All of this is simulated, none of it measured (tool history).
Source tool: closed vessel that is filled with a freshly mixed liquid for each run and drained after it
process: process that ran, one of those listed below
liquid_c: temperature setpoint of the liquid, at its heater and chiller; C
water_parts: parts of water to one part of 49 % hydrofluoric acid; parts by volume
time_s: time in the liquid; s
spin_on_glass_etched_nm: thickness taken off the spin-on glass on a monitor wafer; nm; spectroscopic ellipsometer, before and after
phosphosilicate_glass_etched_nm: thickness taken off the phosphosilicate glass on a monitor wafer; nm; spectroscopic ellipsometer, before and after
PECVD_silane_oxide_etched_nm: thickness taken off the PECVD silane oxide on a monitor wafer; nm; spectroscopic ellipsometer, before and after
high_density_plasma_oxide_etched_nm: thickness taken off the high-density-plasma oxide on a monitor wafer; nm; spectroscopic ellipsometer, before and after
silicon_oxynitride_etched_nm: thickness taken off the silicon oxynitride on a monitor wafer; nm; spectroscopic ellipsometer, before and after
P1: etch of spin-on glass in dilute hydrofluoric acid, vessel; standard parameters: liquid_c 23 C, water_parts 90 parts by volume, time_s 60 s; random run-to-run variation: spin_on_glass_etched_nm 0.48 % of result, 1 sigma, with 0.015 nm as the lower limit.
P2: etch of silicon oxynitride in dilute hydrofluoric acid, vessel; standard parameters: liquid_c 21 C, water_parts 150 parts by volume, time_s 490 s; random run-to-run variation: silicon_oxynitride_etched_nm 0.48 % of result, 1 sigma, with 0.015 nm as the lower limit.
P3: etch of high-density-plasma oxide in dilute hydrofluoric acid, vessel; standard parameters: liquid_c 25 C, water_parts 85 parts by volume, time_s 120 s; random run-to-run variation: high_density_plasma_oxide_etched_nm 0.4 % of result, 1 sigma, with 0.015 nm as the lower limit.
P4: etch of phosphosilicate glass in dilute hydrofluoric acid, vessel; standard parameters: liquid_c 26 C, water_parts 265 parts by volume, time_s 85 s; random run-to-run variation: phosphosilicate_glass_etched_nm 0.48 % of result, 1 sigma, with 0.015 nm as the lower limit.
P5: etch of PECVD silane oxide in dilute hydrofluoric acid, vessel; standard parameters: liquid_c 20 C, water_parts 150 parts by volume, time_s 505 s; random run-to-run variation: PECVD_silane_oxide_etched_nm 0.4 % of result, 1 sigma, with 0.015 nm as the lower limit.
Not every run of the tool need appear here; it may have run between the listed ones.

| run | hour | process | liquid_c | water_parts | time_s | hours since the thermometer was replaced | hours since the hydrofluoric acid flow meter was replaced | spin_on_glass_etched_nm | phosphosilicate_glass_etched_nm | PECVD_silane_oxide_etched_nm | high_density_plasma_oxide_etched_nm | silicon_oxynitride_etched_nm |
|---|---|---|---|---|---|---|---|---|---|---|---|---|
| 1 | 5.8 | P1 | 23 | 90 | 60 | 1660.5 | 1106.4 | 35.766 |  |  |  |  |
| 2 | 10.6 | P4 | 33 | 265 | 85 | 1665.3 | 1111.2 |  | 52.775 |  |  |  |
| 3 | 13.5 | P5 | 17 | 150 | 505 | 1668.2 | 1114.1 |  |  | 42.726 |  |  |
| 4 | 19.3 | P1 | 23 | 90 | 60 | 1674.0 | 1119.9 | 35.427 |  |  |  |  |
| 5 | 24.2 | P1 | 23 | 90 | 30 | 1678.9 | 1124.8 | 17.659 |  |  |  |  |
| 6 | 27.6 | P1 | 23 | 55 | 60 | 1682.3 | 1128.2 | 60.580 |  |  |  |  |
| 7 | 32.0 | P3 | 25 | 85 | 120 | 1686.7 | 1132.6 |  |  |  | 10.6240 |  |
| 8 | 34.8 | P2 | 21 | 150 | 490 | 1689.5 | 1135.4 |  |  |  |  | 13.20500 |
| 9 | 38.8 | P1 | 18 | 90 | 85 | 1693.5 | 1139.4 | 41.087 |  |  |  |  |
| 10 | 41.4 | P1 | 23 | 90 | 60 | 1696.1 | 1142.0 | 35.887 |  |  |  |  |
| 11 | 44.8 | P5 | 20 | 150 | 505 | 1699.5 | 1145.4 |  |  | 48.213 |  |  |
| 12 | 48.9 | P1 | 23 | 40 | 90 | 1703.6 | 1149.5 | 127.950 |  |  |  |  |
| 13 | 54.4 | P4 | 26 | 265 | 85 | 1709.1 | 1155.0 |  | 41.853 |  |  |  |
| 14 | 57.2 | P4 | 26 | 265 | 135 | 1711.9 | 1157.8 |  | 67.039 |  |  |  |
| 15 | 60.0 | P3 | 25 | 85 | 195 | 1714.7 | 1160.6 |  |  |  | 17.3890 |  |
| 16 | 62.8 | P1 | 23 | 90 | 60 | 1717.5 | 1163.4 | 35.557 |  |  |  |  |
| 17 | 66.3 | P1 | 18 | 90 | 60 | 1721.0 | 1166.9 | 28.886 |  |  |  |  |
| 18 | 69.6 | P1 | 23 | 90 | 60 | 1724.3 | 1170.2 | 35.550 |  |  |  |  |
| 19 | 72.1 | P3 | 21 | 85 | 120 | 1726.8 | 1172.7 |  |  |  | 9.1119 |  |
| 20 | 76.0 | P2 | 21 | 150 | 30 | 1730.7 | 1176.6 |  |  |  |  | 0.81552 |
| 21 | 80.3 | P5 | 20 | 150 | 200 | 1735.0 | 1180.9 |  |  | 19.027 |  |  |
| 22 | 84.7 | P1 | 23 | 30 | 105 | 1739.4 | 1185.3 | 200.840 |  |  |  |  |
| 23 | 88.6 | P4 | 26 | 55 | 85 | 1743.3 | 1189.2 |  | 259.660 |  |  |  |
| 24 | 93.3 | P5 | 20 | 150 | 505 | 1748.0 | 1193.9 |  |  | 48.197 |  |  |
| 25 | 98.0 | P1 | 23 | 90 | 60 | 1752.7 | 1198.6 | 35.786 |  |  |  |  |
| 26 | 101.9 | P1 | 23 | 125 | 60 | 1756.6 | 1202.5 | 24.606 |  |  |  |  |
| 27 | 105.7 | P1 | 23 | 90 | 110 | 1760.4 | 1206.3 | 65.626 |  |  |  |  |
| 28 | 110.3 | P1 | 23 | 90 | 60 | 1765.0 | 1210.9 | 35.735 |  |  |  |  |
| 29 | 114.7 | P2 | 21 | 275 | 490 | 1769.4 | 1215.3 |  |  |  |  | 6.62000 |
| 30 | 118.8 | P3 | 25 | 35 | 120 | 1773.5 | 1219.4 |  |  |  | 27.7960 |  |
| 31 | 124.6 | P1 | 31 | 90 | 60 | 1779.3 | 1225.2 | 47.973 |  |  |  |  |
| 32 | 128.6 | P2 | 29 | 150 | 490 | 1783.3 | 1229.2 |  |  |  |  | 18.85100 |
| 33 | 132.9 | P5 | 20 | 80 | 505 | 1787.6 | 1233.5 |  |  | 96.840 |  |  |
| 34 | 137.1 | P1 | 23 | 90 | 60 | 1791.8 | 1237.7 | 35.611 |  |  |  |  |
| 35 | 140.1 | P1 | 23 | 90 | 60 | 1794.8 | 1240.7 | 36.240 |  |  |  |  |
| 36 | 144.5 | P1 | 23 | 90 | 60 | 1799.2 | 1245.1 | 36.907 |  |  |  |  |
| 37 | 150.1 | P1 | 23 | 90 | 60 | 1804.8 | 1250.7 | 38.011 |  |  |  |  |
| 38 | 152.8 | P1 | 23 | 90 | 60 | 1807.5 | 1253.4 | 37.875 |  |  |  |  |
| 39 | 155.9 | P1 | 23 | 90 | 60 | 1810.6 | 1256.5 | 38.000 |  |  |  |  |
| 40 | 160.0 | P1 | 23 | 90 | 60 | 1814.7 | 1260.6 | 38.230 |  |  |  |  |
| 41 | 165.9 | P1 | 23 | 90 | 60 | 1820.6 | 1266.5 | 38.488 |  |  |  |  |
| 42 | 170.4 | P1 | 23 | 90 | 60 | 1825.1 | 1271.0 | 38.377 |  |  |  |  |
| 43 | 176.1 | P1 | 23 | 90 | 60 | 1830.8 | 1276.7 | 38.369 |  |  |  |  |
| 44 | 179.4 | P1 | 23 | 90 | 60 | 1834.1 | 1280.0 | 38.764 |  |  |  |  |

What P1 gives has crept off from where it sat before. The 2 causes that follow fit the log equally well, each at the size noted:
A: liquid hotter than its thermometer reads (K) = 1.92
B: hydrofluoric acid flow above the setpoint (%) = 7.14
At approximately hour 137.1, the process output began to creep.

Below are 4 check runs, each averaged over 2 wafers, with their results shown as question marks. Which of them would give clearly different results depending on which cause is behind the drift?
| check 1 | 182.7 | P2 | 21 | 270 | 490 |  |  |  |  |  |  | ? |
| check 2 | 182.7 | P5 | 17 | 150 | 505 |  |  |  |  | ? |  |  |
| check 3 | 182.7 | P3 | 25 | 85 | 185 |  |  |  |  |  | ? |  |
| check 4 | 182.7 | P4 | 33 | 265 | 120 |  |  |  | ? |  |  |  |

What every check run would give for each of its results, assuming each possible cause in turn:
| check | result | if A | if B |
|---|---|---|---|
| check 1 | silicon_oxynitride_etched_nm | 7.33200 | 7.30300 |
| check 2 | PECVD_silane_oxide_etched_nm | 46.148 | 46.184 |
| check 3 | high_density_plasma_oxide_etched_nm | 17.7350 | 17.7460 |
| check 4 | phosphosilicate_glass_etched_nm | 79.156 | 81.587 |
How far apart the two closest causes lie, in the result that separates them most: check 1 0.4 %; check 2 0.08 %; check 3 0.06 %; check 4 3.02 %
Check 4 distinguishes between the causes, while the remaining checks would return nearly the same result for all of them.

Check 4 was carried out, with these results: phosphosilicate_glass_etched_nm 79.114 nm. Which of the listed causes is responsible?

It was cause A: liquid hotter than its thermometer reads (K).
